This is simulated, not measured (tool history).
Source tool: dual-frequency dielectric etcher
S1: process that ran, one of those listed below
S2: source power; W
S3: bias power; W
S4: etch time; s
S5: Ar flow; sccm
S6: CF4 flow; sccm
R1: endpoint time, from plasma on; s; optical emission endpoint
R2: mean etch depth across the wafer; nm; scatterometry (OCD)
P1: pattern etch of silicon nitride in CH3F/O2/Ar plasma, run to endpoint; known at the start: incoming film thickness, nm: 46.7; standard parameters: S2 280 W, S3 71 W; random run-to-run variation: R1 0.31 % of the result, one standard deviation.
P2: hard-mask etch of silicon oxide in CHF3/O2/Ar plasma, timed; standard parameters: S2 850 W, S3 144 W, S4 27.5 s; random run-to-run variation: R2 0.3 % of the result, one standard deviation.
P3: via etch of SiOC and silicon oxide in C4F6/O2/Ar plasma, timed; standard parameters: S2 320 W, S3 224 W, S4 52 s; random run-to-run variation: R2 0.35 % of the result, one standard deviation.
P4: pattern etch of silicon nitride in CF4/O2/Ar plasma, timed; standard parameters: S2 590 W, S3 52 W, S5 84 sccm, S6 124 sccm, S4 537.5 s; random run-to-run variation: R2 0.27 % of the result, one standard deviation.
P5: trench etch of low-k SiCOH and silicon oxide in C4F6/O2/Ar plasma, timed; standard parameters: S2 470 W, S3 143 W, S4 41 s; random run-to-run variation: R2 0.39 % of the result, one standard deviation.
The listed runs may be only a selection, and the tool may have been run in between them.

run   hour  S1   S2   S3     S4   S5   S6      R1      R2
  1    4.4  P1  280   71                   76.277
  2    9.7  P3  320  224   33.5                    36.367
  3   14.6  P3  320  224     52                    56.189
  4   17.4  P1  280   71                     76.2
  5   20.2  P4  590   40  537.5   84  124          1202.2
      22.2  -- bias power generator calibrated
  6   23.9  P5  470  143   56.5                    179.93
  7   28.3  P1  280   71                   76.564
      29.6  -- wet clean of the chamber
  8   30.8  P3  450  224     52                    64.438
  9   35.7  P1  280   95                    68.75
 10   40.8  P1  390   99                   59.624
 11   44.9  P1  280   71                   76.467
 12   48.9  P2  670  144   27.5                    51.724
 13   54.1  P1  280   56                   82.883
 14   57.5  P4  590   52    329   84  124          808.53
 15   60.9  P1  200   50                   97.629
 16   63.6  P2  850  144   27.5                    56.702
 17   66.3  P4  590   52  537.5  107  124          1277.2
 18   69.3  P5  470  110     41                    120.35
 19   73.6  P4  410   52  537.5   84  124          960.29
 20   77.4  P4  590   52  537.5   84  124          1310.8
 21   81.2  P1  280   71                   76.071
 22   85.7  P5  630  143     41                    146.94
 23   88.6  P4  590   52  537.5   84  124          1317.8
 24   91.3  P5  470  143     41                    130.82
 25     96  P1  190   53                    97.31
 26   99.5  P2  850  105   27.5                    51.691
 27  104.1  P4  590   52  537.5   84   86          1261.8
 28  108.2  P5  470  143     41                    129.78
 29  112.4  P1  280   71                   76.098
 30  117.8  P3  320  224     52                     56.27
 31  122.5  P1  370   71                   68.363
 32  125.6  P1  190   71                   87.915
 33    131  P3  320  141     52                    48.243
 34  134.9  P2  850  144     15                    31.046
 35  140.2  P1  280   71                   76.218
 36  144.8  P1  280   71                   75.306
 37  147.7  P1  280   71                   75.555
 38  152.7  P1  280   71                   75.182
     154.8  -- wet clean of the chamber
 39  156.5  P1  280   71                   74.835
 40    161  P1  280   71                   74.907
 41  165.2  P1  280   71                   74.869

P1 has crept away from where it was. The log is fitted equally well by each of these 2 causes, at the sizes shown:
A: source power that arrives over what is set, % = 4.24
B: bias power that arrives over what is set, % = 4.54
The onset of the drift is placed at about hour 140.2.
Why every other cause is out:
chamber walls in a state that raises the etch rate, %: work on it at hour 154.8, done after the drift set in, did not restore what the process gave before

Which of the 4 check runs listed below separates the causes, so that each cause would produce a clearly different result? Each run uses one wafer, and its results are marked with question marks.
check 1  169.4  P3  320  224     52                ?
check 2  169.4  P5  470  143     41                ?
check 3  169.4  P4  590   52  537.5  84  124       ?
check 4  169.4  P2  850  144   27.5                ?

What each check would give under each cause:
  check  result    if A    if B
check 1      R2   57.02  56.985
check 2      R2  132.55  132.11
check 3      R2  1366.5  1338.7
check 4      R2  57.788  57.654
Per check, the gap between the least separated pair of causes, taken in the result that splits them most: check 1 0.06 %; check 2 0.33 %; check 3 2.05 %; check 4 0.23 %
Check 3 tells the causes apart: in the others they would give nearly the same result.

Here is what check 3 returned: R2 1333.5 nm. Which cause is it?

The correct cause is B, namely: bias power that arrives over what is set, %.
